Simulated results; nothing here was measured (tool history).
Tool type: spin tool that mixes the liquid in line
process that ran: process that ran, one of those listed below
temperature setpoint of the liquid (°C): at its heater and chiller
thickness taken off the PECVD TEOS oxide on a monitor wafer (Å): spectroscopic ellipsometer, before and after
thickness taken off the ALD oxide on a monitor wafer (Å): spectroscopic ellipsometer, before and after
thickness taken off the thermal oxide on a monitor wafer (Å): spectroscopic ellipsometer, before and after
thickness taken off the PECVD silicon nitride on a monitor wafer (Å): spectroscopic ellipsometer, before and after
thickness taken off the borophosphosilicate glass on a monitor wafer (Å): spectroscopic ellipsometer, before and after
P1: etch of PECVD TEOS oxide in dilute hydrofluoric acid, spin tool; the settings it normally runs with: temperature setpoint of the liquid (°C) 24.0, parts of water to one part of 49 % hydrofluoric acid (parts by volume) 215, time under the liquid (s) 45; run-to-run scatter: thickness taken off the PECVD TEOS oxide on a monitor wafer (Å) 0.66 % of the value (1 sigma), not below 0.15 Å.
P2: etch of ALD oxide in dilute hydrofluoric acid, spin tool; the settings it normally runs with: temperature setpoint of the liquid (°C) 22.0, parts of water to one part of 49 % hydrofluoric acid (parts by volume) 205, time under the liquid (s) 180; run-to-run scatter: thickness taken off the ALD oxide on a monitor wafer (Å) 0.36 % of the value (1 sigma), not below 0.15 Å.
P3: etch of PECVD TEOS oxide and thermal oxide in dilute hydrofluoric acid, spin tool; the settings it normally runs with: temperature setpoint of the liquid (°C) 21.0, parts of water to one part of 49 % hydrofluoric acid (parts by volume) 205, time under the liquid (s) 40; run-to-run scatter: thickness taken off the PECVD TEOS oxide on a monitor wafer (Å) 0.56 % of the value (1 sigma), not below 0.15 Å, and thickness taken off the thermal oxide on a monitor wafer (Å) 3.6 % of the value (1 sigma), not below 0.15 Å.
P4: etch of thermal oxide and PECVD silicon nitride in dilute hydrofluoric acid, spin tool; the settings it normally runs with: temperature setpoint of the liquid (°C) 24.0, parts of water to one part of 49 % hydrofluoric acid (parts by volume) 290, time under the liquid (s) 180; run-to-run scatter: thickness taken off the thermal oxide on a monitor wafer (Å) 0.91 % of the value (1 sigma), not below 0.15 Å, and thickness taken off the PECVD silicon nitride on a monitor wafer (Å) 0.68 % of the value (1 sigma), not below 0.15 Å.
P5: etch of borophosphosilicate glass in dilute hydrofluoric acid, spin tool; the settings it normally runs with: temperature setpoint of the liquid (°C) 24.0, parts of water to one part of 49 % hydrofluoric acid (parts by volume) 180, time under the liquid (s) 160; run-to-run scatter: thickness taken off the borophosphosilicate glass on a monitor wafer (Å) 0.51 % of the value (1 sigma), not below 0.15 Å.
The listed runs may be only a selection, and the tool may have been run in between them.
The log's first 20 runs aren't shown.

run,hour,process that ran,temperature setpoint of the liquid (°C),parts of water to one part of 49 % hydrofluoric acid (parts by volume),time under the liquid (s),hours since the thermometer was replaced,hours since the hydrofluoric acid flow meter was replaced,thickness taken off the PECVD TEOS oxide on a monitor wafer (Å),thickness taken off the ALD oxide on a monitor wafer (Å),thickness taken off the thermal oxide on a monitor wafer (Å),thickness taken off the PECVD silicon nitride on a monitor wafer (Å),thickness taken off the borophosphosilicate glass on a monitor wafer (Å)
21,275.2,P3,25.5,205,40,566.4,695.3,52.508,,7.9534,,
22,287.4,P1,24.0,80,45,578.6,707.5,132.880,,,,
23,305.7,P1,32.0,215,45,596.9,725.8,54.957,,,,
24,321.6,P3,21.0,205,40,612.8,741.7,44.104,,7.3009,,
25,332.8,P1,24.0,215,45,624.0,752.9,42.032,,,,
26,343.4,P4,24.0,290,180,634.6,763.5,,,24.4620,32.953,
27,357.3,P1,24.0,215,15,648.5,777.4,13.914,,,,
28,372.6,P2,22.0,205,95,663.8,792.7,,49.825,,,
29,388.2,P1,24.0,215,45,679.4,808.3,41.419,,,,
30,400.5,P1,24.0,215,45,691.7,820.6,42.155,,,,
31,418.0,P1,24.0,215,45,709.2,838.1,43.247,,,,
32,426.7,P1,24.0,215,45,717.9,846.8,43.950,,,,
33,437.1,P1,24.0,215,45,728.3,857.2,44.436,,,,
34,451.0,P1,24.0,215,45,742.2,871.1,43.851,,,,

Run 35 has not been measured yet. What should we expect?
35,468.1,P1,24.0,215,45,759.3,888.2,?,,,,

thickness taken off the PECVD TEOS oxide on a monitor wafer (Å): 44.290
